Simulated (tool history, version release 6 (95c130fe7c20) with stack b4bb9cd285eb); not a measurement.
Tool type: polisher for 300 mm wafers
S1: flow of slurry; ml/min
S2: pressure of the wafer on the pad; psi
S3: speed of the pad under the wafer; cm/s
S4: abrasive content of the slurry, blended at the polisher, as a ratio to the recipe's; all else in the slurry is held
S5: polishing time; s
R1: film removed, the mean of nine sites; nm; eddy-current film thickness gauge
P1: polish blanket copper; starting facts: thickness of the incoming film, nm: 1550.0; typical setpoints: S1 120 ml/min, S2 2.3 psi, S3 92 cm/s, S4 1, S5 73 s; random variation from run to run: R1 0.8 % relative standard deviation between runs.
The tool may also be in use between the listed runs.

Run 1, hour 6.6: S1 120 ml/min, S2 2.3 psi, S3 92 cm/s, S4 1, S5 73 s. Result: R1 137.04 nm.
Run 2, hour 15: S1 120 ml/min, S2 1.3 psi, S3 92 cm/s, S4 1, S5 73 s. Result: R1 76.776 nm.
Run 3, hour 20.9: S1 80 ml/min, S2 2.3 psi, S3 92 cm/s, S4 1, S5 73 s. Result: R1 122.86 nm.
Run 4, hour 28.4: S1 120 ml/min, S2 2.3 psi, S3 92 cm/s, S4 1, S5 73 s. Result: R1 135.51 nm.
Run 5, hour 37.1: S1 120 ml/min, S2 2.3 psi, S3 92 cm/s, S4 1, S5 73 s. Result: R1 136.51 nm.
Run 6, hour 44.2: S1 120 ml/min, S2 2.3 psi, S3 92 cm/s, S4 1, S5 33 s. Result: R1 61.151 nm.
Run 7, hour 49.7: S1 120 ml/min, S2 2.3 psi, S3 92 cm/s, S4 0.55, S5 73 s. Result: R1 120.58 nm.
Run 8, hour 56.7: S1 120 ml/min, S2 2.3 psi, S3 92 cm/s, S4 1, S5 73 s. Result: R1 135.51 nm.
Run 9, hour 66.4: S1 120 ml/min, S2 2.3 psi, S3 92 cm/s, S4 1.5, S5 73 s. Result: R1 149.35 nm.
Run 10, hour 74.7: S1 120 ml/min, S2 2.3 psi, S3 122 cm/s, S4 1, S5 73 s. Result: R1 178.99 nm.
Run 11, hour 82.4: S1 120 ml/min, S2 3.6 psi, S3 92 cm/s, S4 1, S5 73 s. Result: R1 214.19 nm.
Run 12, hour 89.5: S1 120 ml/min, S2 2.3 psi, S3 92 cm/s, S4 1, S5 73 s. Result: R1 137.17 nm.
Run 13, hour 97.5: S1 120 ml/min, S2 1.4 psi, S3 92 cm/s, S4 1.3, S5 73 s. Result: R1 87.125 nm.
Run 14, hour 105.9: S1 180 ml/min, S2 2.3 psi, S3 92 cm/s, S4 0.7, S5 73 s. Result: R1 134.39 nm.
At hour 107.9: slurry blender recalibrated.
Run 15, hour 115.9: S1 120 ml/min, S2 2.3 psi, S3 92 cm/s, S4 1, S5 106 s. Result: R1 197.87 nm.
Run 16, hour 120.6: S1 185 ml/min, S2 2.3 psi, S3 92 cm/s, S4 1, S5 73 s. Result: R1 145.79 nm.

For run 17, what comes out?
Run 17, hour 127.7: S1 120 ml/min, S2 2.3 psi, S3 42 cm/s, S4 1, S5 73 s. Result: R1 ?.

{"run 17": {"R1": 62.189}}

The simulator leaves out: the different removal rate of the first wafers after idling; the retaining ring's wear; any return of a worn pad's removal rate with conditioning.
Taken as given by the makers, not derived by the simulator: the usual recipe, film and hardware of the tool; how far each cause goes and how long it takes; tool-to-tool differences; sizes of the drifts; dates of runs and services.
